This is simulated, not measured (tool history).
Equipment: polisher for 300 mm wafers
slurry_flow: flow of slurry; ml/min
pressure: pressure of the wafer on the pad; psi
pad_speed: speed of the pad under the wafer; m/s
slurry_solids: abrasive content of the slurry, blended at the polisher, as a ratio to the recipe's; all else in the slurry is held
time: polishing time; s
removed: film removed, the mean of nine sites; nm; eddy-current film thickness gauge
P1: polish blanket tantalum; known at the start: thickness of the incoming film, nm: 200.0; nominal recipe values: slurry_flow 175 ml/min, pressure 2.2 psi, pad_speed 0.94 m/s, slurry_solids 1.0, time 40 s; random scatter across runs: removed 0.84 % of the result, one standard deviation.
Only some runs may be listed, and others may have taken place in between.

run   hour  slurry_flow  pressure  pad_speed  slurry_solids  time  removed
  1   14.2          175       2.2       0.94            1.0    40   74.659
  2   23.7          175       2.2       0.94            1.0    40   73.624
  3   33.9          105       2.2       0.94            1.0    40   67.423
      34.9  -- head pressure recalibrated
  4   42.2          175       2.2       0.46            1.0    40   36.248
  5   55.2          175       3.5       0.94            1.0    40  114.820
  6   65.1          125       2.2       1.38            1.0    40  102.680
  7   77.6          175       2.2       0.94            1.0    40   74.336
      84.8  -- slurry blender recalibrated
  8   87.9          175       2.2       0.94            1.0    18   32.911
  9   97.9          175       2.2       0.94            1.0    52   95.008
 10  105.6          175       2.2       0.94            1.0    40   72.871
 11  119.0          175       2.2       0.94            1.0    40   73.840
 12  127.9          270       2.2       0.94            1.0    40   77.383
 13  135.8          175       2.2       0.94            1.3    40   79.413
 14  144.3          175       2.2       0.94            0.6    40   61.383
 15  156.5          175       1.3       0.94            1.0    40   43.828
 16  165.8          175       2.2       1.24            1.0    40   97.328
 17  176.6          175       2.2       0.94            1.0    40   73.561
 18  182.9          175       2.2       0.94            1.0    40   73.153
 19  192.1          175       2.2       0.94            1.0    40   70.701
 20  200.8          175       2.2       0.94            1.0    40   70.641
 21  213.0          175       2.2       0.94            1.0    40   68.627
     217.9  -- head pressure recalibrated
 22  222.6          175       2.2       0.94            1.0    40   68.141
 23  229.1          175       2.2       0.94            1.0    40   67.450
     231.6  -- worn pad replaced by a new one
 24  240.2          175       2.2       0.94            1.0    40   68.042
 25  251.2          175       2.2       0.94            1.0    40   68.441
 26  265.1          175       2.2       0.94            1.0    40   67.543
 27  279.1          175       2.2       0.94            1.0    40   66.847
 28  289.2          175       2.2       0.94            1.0    40   66.954

What P1 gives has crept away from where it was. These 2 causes fit the log equally well, each at the size given:
A: abrasive missing from the slurry, % = 26.1
B: slurry flow missing at the pad, % = 39.6
The drift started at roughly hour 176.6.
All other causes, with the reason each is excluded:
removal rate lost through wear of the pad, %: serviced after onset, at hour 231.6, with no recovery of the prior output
head's pressure below its setpoint, %: serviced after onset, at hour 217.9, with no recovery of the prior output

Which of the 4 check runs listed below, each an average over 5 wafers with its results shown as question marks, gives clearly different results under the different listed causes?
check 1  299.3          175       3.4       0.94            1.0    40        ?
check 2  299.3          175       3.1       0.94            1.0    40        ?
check 3  299.3          255       2.2       0.94            1.0    40        ?
check 4  299.3          175       2.2       0.60            1.0    40        ?

How each check would come out, cause by cause:
  check   result     if A     if B
check 1  removed  103.470  103.480
check 2  removed   94.342   94.350
check 3  removed   70.206   72.228
check 4  removed   42.736   42.739
How far apart the two closest causes lie, in the result that separates them most: check 1 0.01 %; check 2 0.01 %; check 3 2.84 %; check 4 0.01 %
Check 3 is the one run that separates the causes; every other check would come out nearly the same whichever cause is at work.

Check 3 has now been run. It gave: removed 72.083 nm. Which of the candidate causes is it?

Of the candidate causes, it is B: slurry flow missing at the pad, %.
